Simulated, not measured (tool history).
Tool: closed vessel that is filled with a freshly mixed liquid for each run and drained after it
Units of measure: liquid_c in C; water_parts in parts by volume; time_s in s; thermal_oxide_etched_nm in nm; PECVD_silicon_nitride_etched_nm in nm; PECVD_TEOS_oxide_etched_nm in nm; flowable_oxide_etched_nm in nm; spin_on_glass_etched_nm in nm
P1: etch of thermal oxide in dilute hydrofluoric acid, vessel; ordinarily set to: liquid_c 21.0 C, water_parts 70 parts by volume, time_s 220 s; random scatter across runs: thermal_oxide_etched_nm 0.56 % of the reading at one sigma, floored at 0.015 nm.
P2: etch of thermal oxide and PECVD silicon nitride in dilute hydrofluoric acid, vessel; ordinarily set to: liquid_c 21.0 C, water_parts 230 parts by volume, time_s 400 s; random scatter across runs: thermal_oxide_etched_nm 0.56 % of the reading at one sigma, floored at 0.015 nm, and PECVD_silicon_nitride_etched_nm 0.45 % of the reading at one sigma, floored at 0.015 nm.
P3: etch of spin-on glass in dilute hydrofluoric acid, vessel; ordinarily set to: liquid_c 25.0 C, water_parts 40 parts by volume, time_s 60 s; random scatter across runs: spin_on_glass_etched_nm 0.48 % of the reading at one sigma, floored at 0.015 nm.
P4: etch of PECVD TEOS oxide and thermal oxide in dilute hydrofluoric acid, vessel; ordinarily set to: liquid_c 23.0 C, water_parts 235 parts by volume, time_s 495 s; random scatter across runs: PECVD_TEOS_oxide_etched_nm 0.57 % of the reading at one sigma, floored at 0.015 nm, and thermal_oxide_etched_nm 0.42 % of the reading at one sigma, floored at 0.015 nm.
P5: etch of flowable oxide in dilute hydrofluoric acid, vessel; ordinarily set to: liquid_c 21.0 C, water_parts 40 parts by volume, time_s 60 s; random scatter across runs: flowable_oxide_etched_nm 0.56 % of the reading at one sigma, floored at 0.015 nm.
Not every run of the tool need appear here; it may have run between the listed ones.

run	hour	process	liquid_c	water_parts	time_s	hours since the thermometer was replaced	hours since the hydrofluoric acid flow meter was replaced	thermal_oxide_etched_nm	PECVD_silicon_nitride_etched_nm	PECVD_TEOS_oxide_etched_nm	flowable_oxide_etched_nm	spin_on_glass_etched_nm
1	3.8	P1	21.0	70	220	172.1	145.6	13.4010				
2	7.9	P1	21.0	70	220	176.2	149.7	13.4410				
3	10.5	P2	21.0	45	400	178.8	152.3	40.0630	40.853			
4	13.0	P4	23.0	235	970	181.3	154.8	15.2120		32.122		
5	17.1	P5	21.0	40	60	185.4	158.9				45.726	
6	21.7	P1	21.0	70	220	190.0	163.5	13.5490				
7	24.8	P1	21.0	70	220	193.1	166.6	13.4240				
8	29.3	P3	25.0	20	60	197.6	171.1					91.684
9	32.9	P1	21.0	70	220	201.2	174.7	13.4830				
10	35.2	P1	21.0	40	220	203.5	177.0	24.3290				
11	37.6	P1	21.0	70	410	205.9	179.4	25.0720				
12	41.9	P1	17.5	105	220	210.2	183.7	7.4318				
13	45.7	P1	21.0	70	220	214.0	187.5	13.4650				
14	48.3	P1	21.0	120	75	216.6	190.1	2.5184				
15	51.6	P3	25.0	40	60	219.9	193.4					44.894
16	55.3	P2	21.0	230	400	223.6	197.1	6.3182	8.272			
17	60.2	P1	21.0	70	110	228.5	202.0	6.7512				
18	62.9	P1	17.0	70	220	231.2	204.7	11.4530				
19	67.3	P4	23.0	60	495	235.6	209.1	37.0150		77.802		
20	72.0	P5	21.0	20	60	240.3	213.8				93.562	
21	74.3	P4	23.0	235	495	242.6	216.1	7.7888		16.283		
22	77.2	P5	17.0	40	60	245.5	219.0				38.471	
23	80.2	P3	33.0	40	60	248.5	222.0					61.304
24	84.3	P3	25.0	40	110	252.6	226.1					81.866
25	89.3	P3	25.0	40	60	257.6	231.1					44.465
26	93.5	P1	24.5	100	220	261.8	235.3	10.3530				
27	96.8	P1	21.0	110	220	265.1	238.6	8.2358				
28	100.5	P5	21.0	40	30	268.8	242.3				23.063	
29	105.6	P4	17.0	235	495	273.9	247.4	6.1662		13.049		
30	108.3	P1	29.0	70	220	276.6	250.1	18.3250				
31	110.8	P2	21.0	230	785	279.1	252.6	12.3790	16.145			
32	113.7	P2	29.0	230	400	282.0	255.5	8.4646	13.662			
33	118.6	P1	21.0	70	220	286.9	260.4	13.4890				

Expected results for the next run?
34	121.2	P1	21.0	70	220	289.5	263.0	?				

thermal_oxide_etched_nm: 13.1850 nm

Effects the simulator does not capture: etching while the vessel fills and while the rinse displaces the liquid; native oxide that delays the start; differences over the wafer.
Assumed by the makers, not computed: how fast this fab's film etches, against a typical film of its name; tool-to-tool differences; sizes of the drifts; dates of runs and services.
